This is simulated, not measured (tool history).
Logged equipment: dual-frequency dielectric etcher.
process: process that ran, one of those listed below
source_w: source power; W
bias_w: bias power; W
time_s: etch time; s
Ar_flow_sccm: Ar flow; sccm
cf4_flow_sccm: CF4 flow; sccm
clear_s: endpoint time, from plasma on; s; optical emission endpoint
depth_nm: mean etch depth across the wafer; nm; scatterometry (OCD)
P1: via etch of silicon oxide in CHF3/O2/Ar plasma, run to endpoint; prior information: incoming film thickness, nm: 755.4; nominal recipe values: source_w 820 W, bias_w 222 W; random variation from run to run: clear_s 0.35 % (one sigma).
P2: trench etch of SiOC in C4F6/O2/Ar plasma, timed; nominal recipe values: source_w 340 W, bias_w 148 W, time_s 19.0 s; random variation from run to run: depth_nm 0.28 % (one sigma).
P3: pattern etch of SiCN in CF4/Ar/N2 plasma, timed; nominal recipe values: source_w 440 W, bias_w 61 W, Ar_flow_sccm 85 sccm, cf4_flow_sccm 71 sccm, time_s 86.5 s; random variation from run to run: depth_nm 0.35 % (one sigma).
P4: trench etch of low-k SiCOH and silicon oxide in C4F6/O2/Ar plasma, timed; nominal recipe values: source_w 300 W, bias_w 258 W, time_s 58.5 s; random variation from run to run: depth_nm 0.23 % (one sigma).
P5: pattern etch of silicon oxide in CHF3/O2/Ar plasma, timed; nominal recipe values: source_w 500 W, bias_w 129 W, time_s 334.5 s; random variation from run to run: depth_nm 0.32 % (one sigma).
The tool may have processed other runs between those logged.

run	hour	process	source_w	bias_w	time_s	Ar_flow_sccm	cf4_flow_sccm	clear_s	depth_nm
1	9.6	P1	820	222				304.98	
2	25.3	P2	280	148	19.0				31.951
3	35.9	P1	820	222				302.87	
4	46.3	P1	820	152				343.91	
5	64.8	P1	820	222				303.31	
6	76.3	P3	440	72	86.5	85	71		76.102
7	84.8	P5	310	129	334.5				459.770
8	98.9	P2	340	148	19.0				34.479
9	114.1	P4	210	258	58.5				169.090
10	124.2	P1	640	222				333.03	
11	139.0	P5	500	167	334.5				604.350
12	147.4	P1	1030	222				278.73	
13	166.0	P1	500	180				392.93	
14	181.2	P3	530	61	86.5	85	71		84.989
15	189.6	P4	300	258	58.5				193.650
16	197.7	P3	440	61	86.5	85	71		72.396
17	212.2	P1	820	222				302.82	
18	224.0	P1	950	180				309.08	
19	233.2	P3	440	61	86.5	85	95		75.159
20	247.1	P1	820	222				304.41	
# hour 254.7: bias power generator calibrated
21	264.2	P5	500	129	426.0				707.880
22	277.6	P1	820	313				267.44	
23	289.3	P1	1070	143				316.64	
24	307.5	P3	440	61	123.0	85	71		103.190
25	319.1	P4	300	308	58.5				205.830
26	330.9	P5	500	129	334.5				559.110
27	344.3	P2	340	148	25.5				46.329
28	359.8	P4	300	258	44.5				146.930
29	376.2	P2	340	121	19.0				32.403
30	385.1	P3	440	61	86.5	57	71		76.953
31	403.2	P1	820	222				304.34	
32	418.9	P1	820	222				306.56	
33	435.2	P1	820	222				306.26	
# hour 448.2: wet clean of the chamber
34	450.6	P1	820	222				307.61	
35	463.8	P1	820	222				309.46	
36	476.0	P1	820	222				307.73	
37	486.8	P1	820	222				308.26	

Compared with where it was, what P1 gives has crept away. Each cause listed below fits the log as well as the rest, at the size given for it:
A: bias power that arrives under what is set, % = 4.97
B: source power that arrives under what is set, % = 4.47
Creep in the process output first set in at about hour 403.2.
All other causes, with the reason each is excluded:
chamber walls in a state that lowers the etch rate, %: serviced at hour 448.2, after the drift had started, without restoring the earlier output

You are offered 4 check runs, listed below with question marks in place of their results; each one averages 2 wafers. Which run separates the listed causes by giving clearly different results for each?
check 1	497.6	P2	340	148	19.0				?
check 2	497.6	P5	500	129	334.5				?
check 3	497.6	P3	440	61	86.5	85	71		?
check 4	497.6	P4	300	258	58.5				?

How each check would come out, cause by cause:
check	result	if A	if B
check 1	depth_nm	33.913	33.832
check 2	depth_nm	547.770	546.840
check 3	depth_nm	70.905	69.227
check 4	depth_nm	189.940	189.980
Per check, the gap between the least separated pair of causes, taken in the result that splits them most: check 1 0.24 %; check 2 0.17 %; check 3 2.39 %; check 4 0.02 %
Only in check 3 would the causes give clearly different results; in the remaining checks their results would be nearly the same.

After running check 3, the following was obtained: depth_nm 69.567 nm. Which cause does this point to?

The cause is B: source power that arrives under what is set, %.
